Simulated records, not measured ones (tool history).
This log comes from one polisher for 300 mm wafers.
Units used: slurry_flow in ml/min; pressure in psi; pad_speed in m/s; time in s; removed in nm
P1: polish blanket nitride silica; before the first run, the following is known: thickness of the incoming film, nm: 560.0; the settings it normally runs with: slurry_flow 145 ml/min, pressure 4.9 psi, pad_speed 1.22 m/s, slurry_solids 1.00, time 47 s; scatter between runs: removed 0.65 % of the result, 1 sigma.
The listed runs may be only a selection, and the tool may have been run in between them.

run	hour	slurry_flow	pressure	pad_speed	slurry_solids	time	wafers polished on this pad	hours since the slurry nozzle was cleaned	hours since the head pressure was calibrated	hours since the slurry blender was calibrated	hours since the conditioning disc was replaced	removed
1	12.2	145	4.9	1.22	1.00	47	347	135.4	411.9	54.2	206.7	52.483
2	19.0	145	4.9	1.22	1.50	47	455	142.2	418.7	61.0	213.5	61.664
3	31.0	85	4.9	1.22	1.00	47	646	154.2	430.7	73.0	225.5	46.251
4	42.3	185	4.9	1.22	0.65	47	827	165.5	442.0	84.3	236.8	43.889
5	51.5	145	2.2	1.22	1.00	47	973	174.7	451.2	93.5	246.0	23.266
# hour 52.3: conditioning disc replaced and pad reconditioned
6	65.4	145	7.8	1.22	1.00	47	1195	188.6	465.1	107.4	13.1	82.703
7	76.5	145	4.9	0.54	0.75	47	1372	199.7	476.2	118.5	24.2	23.863
8	86.3	185	4.9	1.22	1.00	47	1529	209.5	486.0	128.3	34.0	54.486
9	99.1	145	4.9	1.22	1.00	47	1733	222.3	498.8	141.1	46.8	52.550
10	113.1	145	4.9	1.22	1.00	72	1956	236.3	512.8	155.1	60.8	79.748
11	119.8	145	4.9	1.22	0.80	47	2063	243.0	519.5	161.8	67.5	47.200
12	128.0	145	4.9	0.78	1.00	27	2194	251.2	527.7	170.0	75.7	21.254
13	140.2	145	4.9	1.22	1.00	47	2388	263.4	539.9	182.2	87.9	51.943
14	147.0	145	4.9	1.22	1.00	47	2497	270.2	546.7	189.0	94.7	52.490
15	153.4	145	4.9	1.22	1.00	25	2599	276.6	553.1	195.4	101.1	27.592
16	166.2	145	4.9	1.54	1.00	47	2803	289.4	565.9	208.2	113.9	63.115
17	175.7	145	4.9	0.74	1.00	47	2955	298.9	575.4	217.7	123.4	35.522
18	187.3	145	4.9	1.22	1.00	47	3140	310.5	587.0	229.3	135.0	52.357
19	200.7	145	4.9	1.22	1.00	47	3353	323.9	600.4	242.7	148.4	52.063
20	207.2	145	4.9	1.22	1.00	47	3457	330.4	606.9	249.2	154.9	51.134
21	219.5	145	4.9	1.22	1.00	47	3653	342.7	619.2	261.5	167.2	49.779
22	228.8	145	4.9	1.22	1.00	47	3802	352.0	628.5	270.8	176.5	49.421
23	240.8	145	4.9	1.22	1.00	47	3993	364.0	640.5	282.8	188.5	48.609
# hour 244.1: conditioning disc replaced and pad reconditioned
# hour 247.6: slurry blender recalibrated
# hour 250.1: head pressure recalibrated
24	251.2	145	4.9	1.22	1.00	47	4159	374.4	1.2	3.6	7.1	47.884
25	258.4	145	4.9	1.22	1.00	47	4274	381.6	8.4	10.8	14.3	48.118
26	265.1	145	4.9	1.22	1.00	47	4381	388.3	15.1	17.5	21.0	47.257
27	274.5	145	4.9	1.22	1.00	47	4531	397.7	24.5	26.9	30.4	47.420
28	281.9	145	4.9	1.22	1.00	47	4649	405.1	31.9	34.3	37.8	47.798

The output of P1 has drifted from where it used to be. Each of the 2 causes below, taken at the size shown beside it, accounts for the log equally well:
A: removal rate lost through wear of the pad, % = 8.78
B: slurry flow missing at the pad, % = 34.6
Onset of the creep was near hour 200.7.
Excluded causes, each with its reason:
head's pressure below its setpoint, %: serviced after onset, at hour 250.1, with no recovery of the prior output
abrasive missing from the slurry, %: serviced after onset, at hour 247.6, with no recovery of the prior output
time polished since the conditioner stopped cutting, s: serviced after onset, at hour 244.1, with no recovery of the prior output

Question marks stand in for the results of the 4 check runs listed below, each run on one wafer. Under which run would the listed causes show clearly different results?
check 1	289.3	145	7.3	1.22	1.00	69						?
check 2	289.3	85	6.5	1.22	1.00	47						?
check 3	289.3	145	4.9	0.76	1.00	47						?
check 4	289.3	145	2.5	1.22	1.00	64						?

If the cause were each of the candidates in turn, the checks would give the following:
check	result	if A	if B
check 1	removed	104.440	104.450
check 2	removed	56.088	53.151
check 3	removed	32.700	32.703
check 4	removed	33.175	33.178
How far apart the two closest causes lie, in the result that separates them most: check 1 0.01 %; check 2 5.38 %; check 3 0.01 %; check 4 0.01 %
Check 2 distinguishes between the causes, while the remaining checks would return nearly the same result for all of them.

Then check 2 was run and gave: removed 53.155 nm. Which cause is it?

Of the candidate causes, it is B: slurry flow missing at the pad, %.
